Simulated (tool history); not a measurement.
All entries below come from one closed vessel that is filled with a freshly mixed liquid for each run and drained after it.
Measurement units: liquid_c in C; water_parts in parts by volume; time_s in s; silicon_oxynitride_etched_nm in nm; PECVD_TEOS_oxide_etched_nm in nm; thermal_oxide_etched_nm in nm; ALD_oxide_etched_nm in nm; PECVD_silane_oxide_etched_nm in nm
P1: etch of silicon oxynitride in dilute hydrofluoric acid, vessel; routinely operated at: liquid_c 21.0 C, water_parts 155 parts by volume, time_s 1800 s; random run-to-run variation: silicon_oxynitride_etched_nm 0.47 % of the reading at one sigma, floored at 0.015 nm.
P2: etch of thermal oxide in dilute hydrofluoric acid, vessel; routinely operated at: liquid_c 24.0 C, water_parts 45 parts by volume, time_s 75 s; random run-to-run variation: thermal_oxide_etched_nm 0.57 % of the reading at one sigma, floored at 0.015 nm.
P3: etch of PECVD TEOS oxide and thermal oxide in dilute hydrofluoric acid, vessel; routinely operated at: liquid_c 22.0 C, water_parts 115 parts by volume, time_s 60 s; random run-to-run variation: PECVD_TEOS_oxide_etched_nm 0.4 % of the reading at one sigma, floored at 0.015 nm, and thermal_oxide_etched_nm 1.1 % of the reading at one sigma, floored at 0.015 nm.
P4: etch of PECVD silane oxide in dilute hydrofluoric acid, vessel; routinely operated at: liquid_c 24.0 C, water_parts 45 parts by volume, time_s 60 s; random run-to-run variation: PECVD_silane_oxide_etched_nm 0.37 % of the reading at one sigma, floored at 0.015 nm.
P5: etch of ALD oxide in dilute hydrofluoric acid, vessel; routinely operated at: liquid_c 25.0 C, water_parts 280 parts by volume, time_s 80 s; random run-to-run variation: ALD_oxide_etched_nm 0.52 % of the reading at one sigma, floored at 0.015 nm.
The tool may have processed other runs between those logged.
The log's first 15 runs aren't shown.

run	hour	process	liquid_c	water_parts	time_s	silicon_oxynitride_etched_nm	PECVD_TEOS_oxide_etched_nm	thermal_oxide_etched_nm	ALD_oxide_etched_nm	PECVD_silane_oxide_etched_nm
16	103.7	P1	21.0	155	30	0.72721				
17	111.9	P1	21.0	155	1800	43.42800				
18	120.7	P4	32.0	45	60					70.455
19	127.2	P5	25.0	280	80				5.3628	
20	134.2	P2	24.0	45	145			17.5270		
21	142.9	P4	24.0	20	60					118.570
22	149.4	P4	24.0	45	90					76.355
23	156.9	P3	17.0	115	60		10.829	1.7464		
24	165.9	P5	25.0	120	80				14.9580	
25	174.7	P4	24.0	45	60					50.929
26	182.8	P2	24.0	45	75			9.0734		
27	187.2	P4	24.0	45	60					51.012
28	194.4	P1	21.0	155	1800	43.35700				
29	199.5	P1	17.0	155	1800	35.95200				
30	205.6	P3	22.0	115	60		13.305	2.1551		
31	211.0	P3	22.0	115	60		13.242	2.1729		
32	216.3	P1	29.0	155	1800	62.26200				
33	223.1	P5	32.0	280	80				6.7558	
34	229.9	P1	21.0	155	1800	43.29700				
35	236.1	P1	21.0	155	1800	44.76900				

What does the tool deliver on the next run?
36	241.1	P1	21.0	155	1800	?				

silicon_oxynitride_etched_nm: 45.58300 nm
